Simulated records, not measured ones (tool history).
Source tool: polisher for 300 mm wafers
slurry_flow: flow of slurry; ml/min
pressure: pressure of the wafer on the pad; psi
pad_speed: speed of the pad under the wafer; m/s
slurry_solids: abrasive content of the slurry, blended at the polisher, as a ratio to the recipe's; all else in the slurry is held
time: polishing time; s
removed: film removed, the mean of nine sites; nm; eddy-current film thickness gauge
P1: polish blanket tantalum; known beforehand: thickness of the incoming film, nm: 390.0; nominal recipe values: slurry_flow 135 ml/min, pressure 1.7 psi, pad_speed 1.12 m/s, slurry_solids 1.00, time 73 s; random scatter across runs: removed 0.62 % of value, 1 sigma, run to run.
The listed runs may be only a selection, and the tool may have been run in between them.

run   hour  slurry_flow  pressure  pad_speed  slurry_solids  time  wafers polished on this pad  hours since the slurry nozzle was cleaned  hours since the head pressure was calibrated  hours since the slurry blender was calibrated  removed
  1    6.8          135       1.7       1.12           1.00    73                          299                                      107.0                                          83.0                                           68.3  128.040
  2   11.4          135       2.3       1.12           1.00    73                          356                                      111.6                                          87.6                                           72.9  175.810
  3   18.2          135       1.7       1.12           0.55    73                          440                                      118.4                                          94.4                                           79.7  104.370
  4   28.3          135       1.7       1.12           1.00    50                          566                                      128.5                                         104.5                                           89.8   88.481
  5   35.6          135       1.7       1.12           1.00   110                          657                                      135.8                                         111.8                                           97.1  195.070
  6   40.7          135       1.7       1.12           1.45    73                          720                                      140.9                                         116.9                                          102.2  140.560
  7   46.8          135       1.7       1.12           1.00    73                          796                                      147.0                                         123.0                                          108.3  128.920
  8   51.4          135       1.7       1.12           1.00    73                          853                                      151.6                                         127.6                                          112.9  128.770
  9   57.1          135       1.7       0.50           1.00    73                          924                                      157.3                                         133.3                                          118.6   58.245
 10   64.2          190       1.7       1.12           1.00   102                         1013                                      164.4                                         140.4                                          125.7  191.030
 11   70.4          135       1.7       1.12           1.00    73                         1090                                      170.6                                         146.6                                          131.9  128.790
 12   76.6           80       1.7       1.12           1.00    73                         1167                                      176.8                                         152.8                                          138.1  113.930
 13   84.6          135       1.7       1.12           1.35    92                         1266                                      184.8                                         160.8                                          146.1  173.320
 14   93.5          185       1.7       1.12           1.00    73                         1377                                      193.7                                         169.7                                          155.0  136.140
 15   98.2          135       1.7       1.12           1.00    73                         1436                                      198.4                                         174.4                                          159.7  129.360
 16  108.1          135       1.7       1.76           1.00    73                         1559                                      208.3                                         184.3                                          169.6  201.970
 17  116.6          100       1.7       1.12           1.00    40                         1664                                      216.8                                         192.8                                          178.1   66.051
 18  121.1          135       1.1       1.12           1.00    73                         1720                                      221.3                                         197.3                                          182.6   82.503
 19  127.5          135       1.7       1.12           1.00    73                         1800                                      227.7                                         203.7                                          189.0  127.830
 20  132.8          135       1.7       1.12           1.00    73                         1866                                      233.0                                         209.0                                          194.3  126.300
 21  139.9          135       1.7       1.12           1.00    73                         1954                                      240.1                                         216.1                                          201.4  121.810
 22  148.0          135       1.7       1.12           1.00    73                         2055                                      248.2                                         224.2                                          209.5  119.950

What will run 23 give?
 23  155.7          135       1.7       1.12           1.00    73                         2151                                      255.9                                         231.9                                          217.2        ?

Run 23 measured removed 119.850 nm.
